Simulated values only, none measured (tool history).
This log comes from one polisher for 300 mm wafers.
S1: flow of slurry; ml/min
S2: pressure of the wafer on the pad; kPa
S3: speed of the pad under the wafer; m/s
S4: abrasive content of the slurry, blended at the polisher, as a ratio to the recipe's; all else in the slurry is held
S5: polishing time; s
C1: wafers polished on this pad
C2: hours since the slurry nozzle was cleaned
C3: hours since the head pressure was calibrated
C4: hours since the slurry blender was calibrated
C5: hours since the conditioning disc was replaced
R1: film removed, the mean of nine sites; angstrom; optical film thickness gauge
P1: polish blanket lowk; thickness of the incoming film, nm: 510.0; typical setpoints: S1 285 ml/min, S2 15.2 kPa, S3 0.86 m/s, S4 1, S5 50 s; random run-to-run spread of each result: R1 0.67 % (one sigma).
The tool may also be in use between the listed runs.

run	hour	S1	S2	S3	S4	S5	C1	C2	C3	C4	C5	R1
1	7.7	285	15.2	0.86	1	50	518	236.9	589.5	141.6	167.6	220.97
2	16.4	285	9	0.86	1	50	591	245.6	598.2	150.3	176.3	132.84
# hour 22.7: slurry blender recalibrated
3	23.1	285	15.2	0.86	1.5	50	647	252.3	604.9	0.5	183	261.05
4	32.2	355	15.2	1.14	1	50	724	261.4	614	9.6	192.1	280.79
5	40.1	285	15.2	0.38	1	50	790	269.3	621.9	17.5	200	116.06
6	44.8	170	15.2	0.86	1	50	829	274	626.6	22.2	204.7	209.96
7	54.2	285	21.4	0.86	1	50	908	283.4	636	31.6	214.1	312.26
8	62.2	285	15.2	1.34	1	50	975	291.4	644	39.6	222.1	315.9
9	70	285	15.2	0.86	0.75	50	1040	299.2	651.8	47.4	229.9	193.12
10	75.7	285	15.2	0.86	1	50	1088	304.9	657.5	53.1	235.6	221.31
11	86	285	15.2	0.86	1	50	1174	315.2	667.8	63.4	245.9	225.48
12	90.7	400	15.2	0.86	1	50	1214	319.9	672.5	68.1	250.6	229.59
13	99	285	15.2	0.86	1	50	1283	328.2	680.8	76.4	258.9	223.8
14	106.2	285	15.2	0.86	1	67	1344	335.4	688	83.6	266.1	298.68
15	116.2	285	15.2	0.86	1	22	1427	345.4	698	93.6	276.1	97.608
16	124.2	285	15.2	0.86	0.75	78	1494	353.4	706	101.6	284.1	299.34
17	131.4	285	15.2	0.86	1	50	1555	360.6	713.2	108.8	291.3	223.07
18	140.8	285	15.2	0.86	1	50	1633	370	722.6	118.2	300.7	207.79
19	148.9	285	15.2	0.86	1	50	1701	378.1	730.7	126.3	308.8	203.09
20	154.6	285	15.2	0.86	1	50	1749	383.8	736.4	132	314.5	200.9
# hour 157.1: head pressure recalibrated
# hour 158.6: conditioning disc replaced and pad reconditioned
21	163.7	285	15.2	0.86	1	50	1825	392.9	6.7	141.1	5.1	198.28
22	170.4	285	15.2	0.86	1	50	1881	399.6	13.4	147.8	11.8	197.02
23	176.4	285	15.2	0.86	1	50	1932	405.6	19.4	153.8	17.8	195.99

Something has made what P1 gives creep away from where it was; the 2 causes below, each at its own stated size, fit the log equally well:
A: removal rate lost through wear of the pad, % = 11.9
B: abrasive missing from the slurry, % = 22.9
Creep in the process output first set in at about hour 131.4.
Each remaining cause and why it is not a fit:
slurry flow missing at the pad, %: at most 40, which would move R1 by -6 %: too little, or the wrong way
head's pressure below its setpoint, %: serviced at hour 157.1, which brought nothing back
time polished since the conditioner stopped cutting, s: serviced at hour 158.6, which brought nothing back

The 4 check runs listed below each average the results of 5 wafers, and their outcomes are marked with question marks. Under which run would the listed causes produce clearly different results?
check 1	182.4	170	15.2	1.04	1	50						?
check 2	182.4	390	15.2	0.54	1	50						?
check 3	182.4	285	15.2	0.52	1	50						?
check 4	182.4	285	15.2	0.86	1.4	50						?

Predicted outcomes, by check and by cause:
check	result	if A	if B
check 1	R1	214.51	214.52
check 2	R1	138.71	138.72
check 3	R1	131.2	131.2
check 4	R1	225.49	230.42
How far apart the two closest causes lie, in the result that separates them most: check 1 0.01 %; check 2 0.01 %; check 3 0.01 %; check 4 2.16 %
Only check 4 tells the causes apart: in the others they would give nearly the same result.

After running check 4, the following was obtained: R1 231.92 angstrom. Which cause does this point to?

The cause is B: abrasive missing from the slurry, %.

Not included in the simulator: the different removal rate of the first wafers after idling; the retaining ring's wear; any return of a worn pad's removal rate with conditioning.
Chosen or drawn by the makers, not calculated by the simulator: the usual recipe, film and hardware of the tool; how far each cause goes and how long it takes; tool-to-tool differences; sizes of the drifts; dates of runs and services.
